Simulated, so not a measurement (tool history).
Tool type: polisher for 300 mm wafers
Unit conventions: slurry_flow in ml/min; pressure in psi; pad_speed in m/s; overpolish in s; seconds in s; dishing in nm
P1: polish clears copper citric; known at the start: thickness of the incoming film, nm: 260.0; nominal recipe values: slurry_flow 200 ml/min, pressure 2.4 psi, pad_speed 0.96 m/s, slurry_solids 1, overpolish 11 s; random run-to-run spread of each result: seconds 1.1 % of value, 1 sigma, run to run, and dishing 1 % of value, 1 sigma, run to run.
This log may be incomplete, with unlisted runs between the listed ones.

run	hour	slurry_flow	pressure	pad_speed	slurry_solids	overpolish	wafers polished on this pad	hours since the slurry nozzle was cleaned	hours since the head pressure was calibrated	hours since the slurry blender was calibrated	seconds	dishing
1	13.6	200	2.4	0.96	1	11	203	246.7	229.7	47.4	160.94	12.883
2	30.8	200	1.5	0.96	1	11	277	263.9	246.9	64.6	251.26	8.4304
3	45.6	200	2.4	0.96	0.7	11	340	278.7	261.7	79.4	171.91	12.377
4	58.2	200	3.2	0.96	1	11	394	291.3	274.3	92	120.81	17.243
5	69.4	290	2.4	0.96	1	11	443	302.5	285.5	103.2	154.3	13.875
6	81.3	200	2.4	0.96	1	11	494	314.4	297.4	115.1	158.96	13.058
7	98.7	120	2.4	0.96	1	19	569	331.8	314.8	132.5	175.57	20.183
# hour 100.2: slurry nozzle cleaned
8	109.4	200	2.4	0.96	1	11	615	9.3	325.5	143.2	156.59	13.215
9	122.3	200	2.4	0.96	1	21	670	22.2	338.4	156.1	161.08	23.655
10	130.2	120	2.4	0.96	1	11	704	30.1	346.3	164	178.04	11.988
11	145.5	200	2.4	0.48	1	11	770	45.4	361.6	179.3	314.89	7.1127
12	155.4	200	2.4	0.96	1.5	11	812	55.3	371.5	189.2	145.72	14.31
# hour 159.1: slurry blender recalibrated
13	165.8	200	2.4	0.96	1	11	857	65.7	381.9	6.8	161.4	13.045
14	174.6	200	2.4	0.96	1	11	895	74.5	390.7	15.6	158.97	13.164
15	187.6	200	2.4	0.96	1.25	20	951	87.5	403.7	28.6	153.03	24.008

Run 16 is up next; what results do you expect?
16	203.9	200	2.4	0.96	1	3	1021	103.8	420	44.9	?	?

For run 16 the tool returned seconds 161.55 s, dishing 3.7863 nm.

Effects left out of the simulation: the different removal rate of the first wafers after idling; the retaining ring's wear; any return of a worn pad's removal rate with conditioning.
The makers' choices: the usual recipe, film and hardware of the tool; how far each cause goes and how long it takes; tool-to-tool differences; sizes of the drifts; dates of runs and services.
